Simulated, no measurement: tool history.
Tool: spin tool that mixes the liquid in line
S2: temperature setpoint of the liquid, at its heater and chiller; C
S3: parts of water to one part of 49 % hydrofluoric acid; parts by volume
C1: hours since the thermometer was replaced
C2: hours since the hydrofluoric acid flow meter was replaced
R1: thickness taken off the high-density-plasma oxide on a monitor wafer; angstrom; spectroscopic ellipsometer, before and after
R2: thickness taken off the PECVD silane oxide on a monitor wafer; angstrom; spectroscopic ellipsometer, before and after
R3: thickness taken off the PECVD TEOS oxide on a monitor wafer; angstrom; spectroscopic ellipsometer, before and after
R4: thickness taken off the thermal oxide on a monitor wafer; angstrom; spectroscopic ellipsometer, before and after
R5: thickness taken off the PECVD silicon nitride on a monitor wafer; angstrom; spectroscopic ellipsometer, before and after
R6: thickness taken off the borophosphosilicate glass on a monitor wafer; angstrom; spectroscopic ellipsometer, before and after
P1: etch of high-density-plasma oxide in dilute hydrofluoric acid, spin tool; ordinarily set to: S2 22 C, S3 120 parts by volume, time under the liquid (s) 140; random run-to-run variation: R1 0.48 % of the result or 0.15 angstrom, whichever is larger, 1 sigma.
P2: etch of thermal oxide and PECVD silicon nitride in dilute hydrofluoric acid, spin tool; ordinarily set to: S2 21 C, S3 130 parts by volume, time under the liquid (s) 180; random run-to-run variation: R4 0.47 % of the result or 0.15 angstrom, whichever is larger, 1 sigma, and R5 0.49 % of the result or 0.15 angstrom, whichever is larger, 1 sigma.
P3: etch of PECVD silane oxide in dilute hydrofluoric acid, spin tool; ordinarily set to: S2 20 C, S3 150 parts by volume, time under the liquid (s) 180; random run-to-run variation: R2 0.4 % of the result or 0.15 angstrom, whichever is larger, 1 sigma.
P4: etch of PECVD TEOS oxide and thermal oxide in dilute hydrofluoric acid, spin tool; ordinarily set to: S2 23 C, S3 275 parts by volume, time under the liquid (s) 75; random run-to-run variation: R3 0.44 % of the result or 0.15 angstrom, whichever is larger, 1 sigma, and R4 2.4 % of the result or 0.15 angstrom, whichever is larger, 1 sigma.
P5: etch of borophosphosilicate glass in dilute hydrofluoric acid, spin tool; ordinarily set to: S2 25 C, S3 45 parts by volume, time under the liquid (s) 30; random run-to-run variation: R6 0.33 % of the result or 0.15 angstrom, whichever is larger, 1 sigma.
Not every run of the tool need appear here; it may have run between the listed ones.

Run 1, hour 17.2: process that ran P1, S2 22 C, S3 120 parts by volume, time under the liquid (s) 140; C1 461.4; C2 165.0. Result: R1 70.968 angstrom.
Run 2, hour 33.7: process that ran P3, S2 17 C, S3 150 parts by volume, time under the liquid (s) 180; C1 477.9; C2 181.5. Result: R2 201.47 angstrom.
Run 3, hour 51.9: process that ran P4, S2 23 C, S3 45 parts by volume, time under the liquid (s) 75; C1 496.1; C2 199.7. Result: R3 399.580 angstrom, R4 82.0920 angstrom.
Run 4, hour 71.1: process that ran P4, S2 31 C, S3 275 parts by volume, time under the liquid (s) 75; C1 515.3; C2 218.9. Result: R3 66.874 angstrom, R4 13.9030 angstrom.
Run 5, hour 81.5: process that ran P4, S2 23 C, S3 275 parts by volume, time under the liquid (s) 15; C1 525.7; C2 229.3. Result: R3 10.021 angstrom, R4 2.2672 angstrom.
Run 6, hour 96.8: process that ran P2, S2 21 C, S3 45 parts by volume, time under the liquid (s) 180; C1 541.0; C2 244.6. Result: R4 182.1300 angstrom, R5 174.960 angstrom.
Run 7, hour 106.9: process that ran P4, S2 23 C, S3 275 parts by volume, time under the liquid (s) 75; C1 551.1; C2 254.7. Result: R3 51.022 angstrom, R4 10.5200 angstrom.
Run 8, hour 115.6: process that ran P1, S2 18 C, S3 120 parts by volume, time under the liquid (s) 45; C1 559.8; C2 263.4. Result: R1 19.390 angstrom.
Run 9, hour 125.7: process that ran P3, S2 20 C, S3 150 parts by volume, time under the liquid (s) 180; C1 569.9; C2 273.5. Result: R2 227.05 angstrom.
Run 10, hour 143.8: process that ran P2, S2 17 C, S3 130 parts by volume, time under the liquid (s) 180; C1 588.0; C2 291.6. Result: R4 48.7920 angstrom, R5 47.419 angstrom.
Run 11, hour 154.8: process that ran P5, S2 25 C, S3 45 parts by volume, time under the liquid (s) 30; C1 599.0; C2 302.6. Result: R6 270.33 angstrom.
Run 12, hour 167.1: process that ran P1, S2 22 C, S3 35 parts by volume, time under the liquid (s) 140; C1 611.3; C2 314.9. Result: R1 273.280 angstrom.
At hour 173.6: thermometer replaced.
Run 13, hour 184.0: process that ran P5, S2 25 C, S3 45 parts by volume, time under the liquid (s) 65; C1 10.5; C2 331.8. Result: R6 589.19 angstrom.
Run 14, hour 197.2: process that ran P3, S2 20 C, S3 150 parts by volume, time under the liquid (s) 65; C1 23.7; C2 345.0. Result: R2 81.37 angstrom.
Run 15, hour 209.6: process that ran P1, S2 22 C, S3 120 parts by volume, time under the liquid (s) 140; C1 36.1; C2 357.4. Result: R1 71.529 angstrom.
At hour 219.8: hydrofluoric acid flow meter replaced.
Run 16, hour 224.7: process that ran P1, S2 22 C, S3 180 parts by volume, time under the liquid (s) 140; C1 51.2; C2 5.0. Result: R1 44.000 angstrom.
Run 17, hour 242.4: process that ran P1, S2 22 C, S3 120 parts by volume, time under the liquid (s) 140; C1 68.9; C2 22.7. Result: R1 70.613 angstrom.
Run 18, hour 251.7: process that ran P5, S2 25 C, S3 45 parts by volume, time under the liquid (s) 30; C1 78.2; C2 32.0. Result: R6 270.80 angstrom.
Run 19, hour 263.7: process that ran P3, S2 20 C, S3 150 parts by volume, time under the liquid (s) 180; C1 90.2; C2 44.0. Result: R2 225.07 angstrom.
Run 20, hour 282.8: process that ran P1, S2 17 C, S3 120 parts by volume, time under the liquid (s) 245; C1 109.3; C2 63.1. Result: R1 101.890 angstrom.
Run 21, hour 298.1: process that ran P1, S2 22 C, S3 120 parts by volume, time under the liquid (s) 270; C1 124.6; C2 78.4. Result: R1 136.360 angstrom.
Run 22, hour 315.3: process that ran P1, S2 17 C, S3 120 parts by volume, time under the liquid (s) 140; C1 141.8; C2 95.6. Result: R1 57.927 angstrom.
Run 23, hour 326.8: process that ran P2, S2 21 C, S3 130 parts by volume, time under the liquid (s) 310; C1 153.3; C2 107.1. Result: R4 98.6900 angstrom, R5 107.130 angstrom.
Run 24, hour 338.7: process that ran P2, S2 21 C, S3 130 parts by volume, time under the liquid (s) 180; C1 165.2; C2 119.0. Result: R4 57.2790 angstrom, R5 62.012 angstrom.
Run 25, hour 350.3: process that ran P4, S2 23 C, S3 275 parts by volume, time under the liquid (s) 75; C1 176.8; C2 130.6. Result: R3 50.695 angstrom, R4 11.1540 angstrom.
Run 26, hour 368.0: process that ran P3, S2 20 C, S3 270 parts by volume, time under the liquid (s) 180; C1 194.5; C2 148.3. Result: R2 112.56 angstrom.
Run 27, hour 378.2: process that ran P5, S2 25 C, S3 20 parts by volume, time under the liquid (s) 30; C1 204.7; C2 158.5. Result: R6 635.28 angstrom.
Run 28, hour 387.1: process that ran P1, S2 22 C, S3 120 parts by volume, time under the liquid (s) 25; C1 213.6; C2 167.4. Result: R1 12.696 angstrom.
Run 29, hour 397.7: process that ran P1, S2 22 C, S3 120 parts by volume, time under the liquid (s) 140; C1 224.2; C2 178.0. Result: R1 71.737 angstrom.
Run 30, hour 408.8: process that ran P5, S2 31 C, S3 45 parts by volume, time under the liquid (s) 30; C1 235.3; C2 189.1. Result: R6 344.89 angstrom.
Run 31, hour 417.2: process that ran P1, S2 28 C, S3 120 parts by volume, time under the liquid (s) 140; C1 243.7; C2 197.5. Result: R1 89.726 angstrom.
Run 32, hour 428.9: process that ran P1, S2 22 C, S3 120 parts by volume, time under the liquid (s) 140; C1 255.4; C2 209.2. Result: R1 71.632 angstrom.
Run 33, hour 447.0: process that ran P1, S2 22 C, S3 120 parts by volume, time under the liquid (s) 140; C1 273.5; C2 227.3. Result: R1 73.342 angstrom.
Run 34, hour 464.2: process that ran P1, S2 22 C, S3 120 parts by volume, time under the liquid (s) 140; C1 290.7; C2 244.5. Result: R1 74.350 angstrom.
Run 35, hour 482.1: process that ran P1, S2 22 C, S3 120 parts by volume, time under the liquid (s) 140; C1 308.6; C2 262.4. Result: R1 75.335 angstrom.
Run 36, hour 500.0: process that ran P1, S2 22 C, S3 120 parts by volume, time under the liquid (s) 140; C1 326.5; C2 280.3. Result: R1 76.613 angstrom.
Run 37, hour 518.2: process that ran P1, S2 22 C, S3 120 parts by volume, time under the liquid (s) 140; C1 344.7; C2 298.5. Result: R1 76.289 angstrom.
Run 38, hour 529.3: process that ran P1, S2 22 C, S3 120 parts by volume, time under the liquid (s) 140; C1 355.8; C2 309.6. Result: R1 76.135 angstrom.
Run 39, hour 548.0: process that ran P1, S2 22 C, S3 120 parts by volume, time under the liquid (s) 140; C1 374.5; C2 328.3. Result: R1 75.996 angstrom.
Run 40, hour 566.7: process that ran P1, S2 22 C, S3 120 parts by volume, time under the liquid (s) 140; C1 393.2; C2 347.0. Result: R1 76.770 angstrom.
Run 41, hour 585.7: process that ran P1, S2 22 C, S3 120 parts by volume, time under the liquid (s) 140; C1 412.2; C2 366.0. Result: R1 77.030 angstrom.

What P1 gives has crept off from where it sat before. The 2 causes that follow fit the log equally well, each at the size noted:
A: hydrofluoric acid flow above the setpoint (%) = 6.9
B: liquid hotter than its thermometer reads (K) = 1.92
Onset of the creep was near hour 428.9.

The check runs listed below each take one wafer, and their results are still question marks. Under which run would the listed causes lead to clearly different results?
Run check 1, hour 604.7: process that ran P2, S2 17 C, S3 130 parts by volume, time under the liquid (s) 295. Result: R4 ?, R5 ?.
Run check 2, hour 604.7: process that ran P4, S2 23 C, S3 105 parts by volume, time under the liquid (s) 15. Result: R3 ?, R4 ?.
Run check 3, hour 604.7: process that ran P3, S2 20 C, S3 205 parts by volume, time under the liquid (s) 180. Result: R2 ?.
Run check 4, hour 604.7: process that ran P5, S2 31 C, S3 45 parts by volume, time under the liquid (s) 30. Result: R6 ?.

Predicted outcomes, by check and by cause:
  check  result     if A     if B
check 1      R4  85.8010  86.1250
check 1      R5   82.590   88.316
check 2      R3   34.382   34.415
check 2      R4   7.1839   7.1908
check 3      R2   169.56   168.45
check 4      R6   370.46   371.70
Per check, the gap between the least separated pair of causes, taken in the result that splits them most: check 1 6.7 %; check 2 0.1 %; check 3 0.66 %; check 4 0.33 %
Check 1 tells the causes apart: in the others they would give nearly the same result.

Here is what check 1 returned: R4 85.7230 angstrom; R5 88.609 angstrom. Which cause is it?

B is the cause: liquid hotter than its thermometer reads (K).
